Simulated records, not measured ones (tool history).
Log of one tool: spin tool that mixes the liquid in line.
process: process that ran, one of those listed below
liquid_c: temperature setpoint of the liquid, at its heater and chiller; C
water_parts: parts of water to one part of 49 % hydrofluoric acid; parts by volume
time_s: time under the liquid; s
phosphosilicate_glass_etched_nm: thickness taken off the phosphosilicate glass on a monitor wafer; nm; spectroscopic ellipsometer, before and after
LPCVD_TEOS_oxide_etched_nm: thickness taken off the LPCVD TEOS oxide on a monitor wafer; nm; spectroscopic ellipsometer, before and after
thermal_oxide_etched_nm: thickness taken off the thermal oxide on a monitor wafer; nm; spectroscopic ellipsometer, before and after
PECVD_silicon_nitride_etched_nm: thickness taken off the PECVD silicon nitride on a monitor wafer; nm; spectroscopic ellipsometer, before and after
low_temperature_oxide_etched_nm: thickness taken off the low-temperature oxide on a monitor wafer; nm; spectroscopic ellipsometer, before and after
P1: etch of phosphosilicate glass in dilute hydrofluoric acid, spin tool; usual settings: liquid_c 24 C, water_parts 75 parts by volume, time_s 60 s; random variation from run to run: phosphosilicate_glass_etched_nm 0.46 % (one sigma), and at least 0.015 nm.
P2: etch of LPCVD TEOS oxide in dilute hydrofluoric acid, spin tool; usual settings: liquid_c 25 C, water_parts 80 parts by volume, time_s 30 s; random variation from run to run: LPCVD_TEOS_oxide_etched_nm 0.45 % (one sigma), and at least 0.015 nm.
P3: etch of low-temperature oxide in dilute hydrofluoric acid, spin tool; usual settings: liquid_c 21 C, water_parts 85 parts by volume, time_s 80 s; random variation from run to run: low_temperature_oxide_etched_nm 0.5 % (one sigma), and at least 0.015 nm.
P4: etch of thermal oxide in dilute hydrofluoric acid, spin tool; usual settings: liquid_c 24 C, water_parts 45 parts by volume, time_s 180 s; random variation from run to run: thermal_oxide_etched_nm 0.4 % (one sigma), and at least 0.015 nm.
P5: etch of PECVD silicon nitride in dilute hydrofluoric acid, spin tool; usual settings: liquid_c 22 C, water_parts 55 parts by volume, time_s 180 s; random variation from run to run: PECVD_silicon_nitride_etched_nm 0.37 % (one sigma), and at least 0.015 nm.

run	day	process	liquid_c	water_parts	time_s	hours since the thermometer was replaced	hours since the hydrofluoric acid flow meter was replaced	phosphosilicate_glass_etched_nm	LPCVD_TEOS_oxide_etched_nm	thermal_oxide_etched_nm	PECVD_silicon_nitride_etched_nm	low_temperature_oxide_etched_nm
1	0.421	P1	24	75	60	648.2	597.5	48.863				
2	0.796	P1	24	20	60	657.2	606.5	196.97				
3	1.129	P1	24	75	60	665.2	614.5	48.522				
4	1.525	P1	24	75	115	674.7	624	93.681				
5	1.954	P2	25	80	30	685	634.3		22.138			
6	2.308	P4	29.5	45	180	693.5	642.8			24.646		
7	2.729	P1	24	75	15	703.6	652.9	12.214				
8	3.054	P5	22	55	180	711.4	660.7				9.0459	
9	3.608	P1	24	140	60	724.7	674	24.049				
10	3.962	P1	24	75	60	733.2	682.5	49.217				
11	4.533	P1	24	110	25	746.9	696.2	13.266				
12	5.079	P4	24	60	180	760	709.3			14.414		
13	5.708	P1	24	75	60	775.1	724.4	48.391				
14	6.233	P2	25	35	30	787.7	737		53.517			
15	6.883	P1	17.5	75	60	803.3	752.6	37.26				
16	7.496	P3	21	20	80	818	767.3					58.957
17	7.796	P5	28	55	180	825.2	774.5				13.586	
18	8.125	P4	24	45	180	833.1	782.4			19.649		
19	8.508	P1	24	75	60	842.3	791.6	48.915				
20	9.079	P3	21	85	155	856	805.3					24.919
21	9.704	P1	24	35	100	871	820.3	185.46				
22	10.004	P4	24	45	280	878.2	827.5			30.423		
23	10.296	P4	24	45	180	885.2	834.5			19.52		
24	10.588	P1	19	75	15	892.2	841.5	9.9397				
25	10.917	P5	22	95	180	900.1	849.4				5.3664	
26	11.225	P2	25	80	45	907.5	856.8		33.214			
27	11.579	P3	17	85	80	916	865.3					10.805
28	12.067	P1	30	75	60	927.7	877	61.924				
29	12.379	P5	22	55	360	935.2	884.5				18.24	
30	12.796	P2	32.5	80	30	945.2	894.5		29.367			
31	13.446	P3	21	85	80	960.8	910.1					12.699
32	13.875	P1	24	75	60	971.1	920.4	48.93				
33	14.438	P1	24	75	60	984.6	933.9	47.166				
34	14.879	P1	24	75	60	995.2	944.5	46.376				
35	15.508	P1	24	75	60	1010.3	959.6	45.939				
36	15.988	P1	24	75	60	1021.8	971.1	45.334				
37	16.292	P1	24	75	60	1029.1	978.4	45.503				
38	16.788	P1	24	75	60	1041	990.3	44.916				
39	17.129	P1	24	75	60	1049.2	998.5	44.815				
40	17.708	P1	24	75	60	1063.1	1012.4	44.665				
41	18.104	P1	24	75	60	1072.6	1021.9	44.562				
42	18.542	P1	24	75	60	1083.1	1032.4	44.584				
43	19.067	P1	24	75	60	1095.7	1045	44.82				

What P1 gives has crept away from where it was. These 2 causes fit the log equally well, each at the size given:
A: hydrofluoric acid flow below the setpoint (%) = 8.07
B: liquid colder than its thermometer reads (K) = 2.27
The creep began at about day 13.875.

4 check runs are offered, one wafer each, their results left as question marks. Which one tells the causes apart?
check 1	19.592	P3	21	85	80							?
check 2	19.592	P5	22	55	180						?	
check 3	19.592	P2	25	80	30				?			
check 4	19.592	P4	24	45	180					?		

What each check would give under each cause:
check	result	if A	if B
check 1	low_temperature_oxide_etched_nm	11.655	11.638
check 2	PECVD_silicon_nitride_etched_nm	8.3812	7.7827
check 3	LPCVD_TEOS_oxide_etched_nm	20.078	20.114
check 4	thermal_oxide_etched_nm	17.955	17.862
How far apart the two closest causes lie, in the result that separates them most: check 1 0.15 %; check 2 7.41 %; check 3 0.18 %; check 4 0.52 %
Check 2 tells the causes apart: in the others they would give nearly the same result.

Check 2 was then run and gave: PECVD_silicon_nitride_etched_nm 8.3694 nm. Which cause is it?

It is A: hydrofluoric acid flow below the setpoint (%).
